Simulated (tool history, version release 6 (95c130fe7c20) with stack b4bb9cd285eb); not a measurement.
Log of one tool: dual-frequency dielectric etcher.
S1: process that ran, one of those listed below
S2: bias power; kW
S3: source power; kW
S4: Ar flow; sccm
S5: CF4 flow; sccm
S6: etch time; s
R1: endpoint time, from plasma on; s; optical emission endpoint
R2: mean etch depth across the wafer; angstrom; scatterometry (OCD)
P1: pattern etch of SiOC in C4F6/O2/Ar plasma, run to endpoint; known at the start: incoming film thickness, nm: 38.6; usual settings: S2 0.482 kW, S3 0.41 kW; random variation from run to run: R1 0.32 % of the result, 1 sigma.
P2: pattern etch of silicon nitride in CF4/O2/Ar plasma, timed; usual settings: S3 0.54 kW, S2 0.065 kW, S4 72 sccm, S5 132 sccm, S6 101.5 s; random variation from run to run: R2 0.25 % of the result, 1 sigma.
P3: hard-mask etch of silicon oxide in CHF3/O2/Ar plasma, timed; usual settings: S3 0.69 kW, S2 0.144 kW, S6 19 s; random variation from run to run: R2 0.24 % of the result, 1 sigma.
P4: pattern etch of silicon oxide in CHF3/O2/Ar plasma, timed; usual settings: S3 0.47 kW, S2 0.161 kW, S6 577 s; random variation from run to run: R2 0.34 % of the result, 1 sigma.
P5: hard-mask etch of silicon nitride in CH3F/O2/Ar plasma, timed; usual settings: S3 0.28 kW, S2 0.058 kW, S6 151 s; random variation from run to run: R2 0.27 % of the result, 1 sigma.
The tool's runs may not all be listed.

run   hour  S1     S2    S3  S4   S5     S6      R1      R2
  1    5.9  P1  0.482  0.41                  13.276
  2   10.4  P2  0.065  0.54  72  132  101.5            2472
  3   17.1  P5  0.058  0.28              83          473.67
  4   21.2  P4  0.161  0.47             852           15290
  5   27.6  P1  0.482  0.41                  13.259
  6   33.8  P3  0.144  0.69            13.5          266.77
  7   40.3  P2  0.065  0.54  72  100  101.5          2410.5
  8   43.7  P1  0.355  0.28                   16.88
  9   47.6  P2  0.065  0.54  72  132   64.5          1573.8
 10   52.2  P1  0.482  0.41                  13.177
 11   58.6  P1  0.482  0.27                  15.302
 12   63.5  P3  0.144  0.69              19          377.69
 13   69.1  P1  0.482  0.41                  13.172
 14   73.3  P1  0.482  0.41                  13.162
 15   79.6  P1  0.621  0.41                   11.91
 16   85.9  P5  0.058  0.38             151          968.65
 17   90.4  P4  0.161  0.27             577          8316.2
 18   95.5  P2  0.065  0.54  91  132  101.5          2427.8
 19  100.1  P3  0.144  0.47              19          324.45
 20    107  P1  0.652  0.54                  10.668
 21  113.3  P2  0.065  0.54  72  132  101.5          2482.4
 22  118.9  P1  0.363  0.41                  14.691
 23  123.8  P1  0.482  0.41                  13.129
 24    130  P5  0.071  0.28             151           927.5
 25    136  P1  0.482  0.41                  13.105
 26  139.3  P5  0.058  0.28             151          861.52
     144.8  -- bias power generator calibrated
 27  145.9  P2  0.047  0.54  72  132  101.5          2213.2
 28  149.1  P1  0.482  0.49                  12.434
 29  155.4  P1  0.385  0.57                  12.588
 30  162.4  P3  0.144  0.69              19          375.68
 31  169.2  P4  0.209  0.47             577           11322
 32  174.5  P4  0.161  0.47             577           10278
 33  179.9  P2  0.065  0.66  72  132  101.5          2956.3
 34  185.5  P3  0.202  0.69              19          418.96
 35  190.8  P1  0.482  0.41                   13.18
 36  194.4  P1  0.482  0.41                  13.266
 37  199.5  P1  0.482  0.41                  13.367
     201.3  -- wet clean of the chamber
 38    205  P1  0.482  0.41                  13.425
 39  211.7  P1  0.482  0.41                  13.495
 40  215.5  P1  0.482  0.41                  13.454
 41  220.2  P1  0.482  0.41                  13.378

What P1 gives has crept away from where it was. These 2 causes fit the log equally well, each at the size given:
A: source power that arrives under what is set, % = 4.24
B: bias power that arrives under what is set, % = 4.24
The creep began at about hour 190.8.
Why every other cause is out:
chamber walls in a state that lowers the etch rate, %: serviced at hour 201.3, which brought nothing back

4 check runs are offered, one wafer each, their results left as question marks. Which one tells the causes apart?
check 1  224.9  P4  0.161  0.47             577       ?
check 2  224.9  P5  0.058  0.28             151       ?
check 3  224.9  P2  0.065  0.54  72  132  101.5       ?
check 4  224.9  P3  0.144  0.69              19       ?

What each check would give under each cause:
  check  result    if A    if B
check 1      R2   10164   10186
check 2      R2  848.14  849.87
check 3      R2  2386.7  2439.7
check 4      R2  370.43  371.61
How far apart the two closest causes lie, in the result that separates them most: check 1 0.22 %; check 2 0.2 %; check 3 2.2 %; check 4 0.32 %
Only check 3 tells the causes apart: in the others they would give nearly the same result.

Then check 3 was run and gave: R2 2441.6 angstrom. Which cause is it?

It is B: bias power that arrives under what is set, %.

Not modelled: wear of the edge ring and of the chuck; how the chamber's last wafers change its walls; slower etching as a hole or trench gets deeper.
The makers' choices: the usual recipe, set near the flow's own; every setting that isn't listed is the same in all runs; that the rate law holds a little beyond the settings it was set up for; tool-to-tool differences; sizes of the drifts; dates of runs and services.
